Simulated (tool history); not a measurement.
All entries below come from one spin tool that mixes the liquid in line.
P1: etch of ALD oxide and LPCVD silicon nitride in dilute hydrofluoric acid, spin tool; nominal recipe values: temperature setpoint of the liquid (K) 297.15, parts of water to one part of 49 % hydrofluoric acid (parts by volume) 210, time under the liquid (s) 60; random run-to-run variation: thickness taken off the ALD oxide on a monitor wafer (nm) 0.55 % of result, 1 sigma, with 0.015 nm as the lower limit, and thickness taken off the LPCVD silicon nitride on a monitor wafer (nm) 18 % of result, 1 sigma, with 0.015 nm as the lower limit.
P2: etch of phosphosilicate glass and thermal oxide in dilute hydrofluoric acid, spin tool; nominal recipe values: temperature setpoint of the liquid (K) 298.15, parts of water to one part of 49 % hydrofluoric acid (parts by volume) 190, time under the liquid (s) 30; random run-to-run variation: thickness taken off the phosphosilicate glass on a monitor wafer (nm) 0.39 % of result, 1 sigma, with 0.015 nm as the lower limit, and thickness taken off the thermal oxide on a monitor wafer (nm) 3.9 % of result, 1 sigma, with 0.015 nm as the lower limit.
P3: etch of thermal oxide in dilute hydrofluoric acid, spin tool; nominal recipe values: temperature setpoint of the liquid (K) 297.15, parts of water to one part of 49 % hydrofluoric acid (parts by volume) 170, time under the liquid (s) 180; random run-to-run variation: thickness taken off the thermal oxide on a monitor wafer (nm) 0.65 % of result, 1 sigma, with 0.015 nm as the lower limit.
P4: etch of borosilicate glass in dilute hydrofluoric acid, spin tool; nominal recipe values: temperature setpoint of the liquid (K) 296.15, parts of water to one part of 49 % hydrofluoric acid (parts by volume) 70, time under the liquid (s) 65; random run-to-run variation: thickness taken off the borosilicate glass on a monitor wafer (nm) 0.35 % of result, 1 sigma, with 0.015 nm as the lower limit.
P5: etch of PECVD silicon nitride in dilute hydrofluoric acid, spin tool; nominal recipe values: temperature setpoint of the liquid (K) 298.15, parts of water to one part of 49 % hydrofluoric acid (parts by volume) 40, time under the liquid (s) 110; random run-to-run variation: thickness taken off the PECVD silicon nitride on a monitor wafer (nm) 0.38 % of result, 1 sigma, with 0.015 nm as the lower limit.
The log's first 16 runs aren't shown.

run,day,process that ran,temperature setpoint of the liquid (K),parts of water to one part of 49 % hydrofluoric acid (parts by volume),time under the liquid (s),hours since the thermometer was replaced,hours since the hydrofluoric acid flow meter was replaced,thickness taken off the ALD oxide on a monitor wafer (nm),thickness taken off the LPCVD silicon nitride on a monitor wafer (nm),thickness taken off the phosphosilicate glass on a monitor wafer (nm),thickness taken off the thermal oxide on a monitor wafer (nm),thickness taken off the PECVD silicon nitride on a monitor wafer (nm),thickness taken off the borosilicate glass on a monitor wafer (nm)
17,7.992,P1,297.15,210,60,335.1,34.1,6.2092,0.17559,,,,
18,8.321,P3,297.15,170,320,343,42,,,,8.6064,,
19,8.646,P2,298.15,335,30,350.8,49.8,,,14.771,0.3458,,
20,8.958,P1,297.15,210,60,358.3,57.3,6.1978,0.16056,,,,
21,9.588,P3,297.15,170,180,373.4,72.4,,,,4.7034,,
22,10.1,P4,296.15,70,65,385.7,84.7,,,,,,26.402
23,10.521,P3,297.15,60,180,395.8,94.8,,,,15.313,,
24,10.996,P1,297.15,100,60,407.2,106.2,14.738,0.30538,,,,
25,11.604,P1,290.15,210,60,421.8,120.8,4.7238,0.097927,,,,
26,12.233,P1,301.65,210,60,436.9,135.9,7.2401,0.13973,,,,
27,12.55,P1,297.15,345,60,444.5,143.5,3.2897,0.060978,,,,
28,12.958,P4,296.15,70,65,454.3,153.3,,,,,,26.592
29,13.55,P4,296.15,70,130,468.5,167.5,,,,,,52.545
30,14.054,P4,296.15,125,65,480.6,179.6,,,,,,13.808
31,14.738,P1,301.15,300,60,497,196,4.519,0.10957,,,,
32,15.371,P2,298.15,190,30,512.2,211.2,,,30.36,0.76382,,

Forecast run 33:
33,15.85,P1,297.15,100,35,523.7,222.7,?,?,,,,

thickness taken off the ALD oxide on a monitor wafer (nm): 8.5981
thickness taken off the LPCVD silicon nitride on a monitor wafer (nm): 0.12543
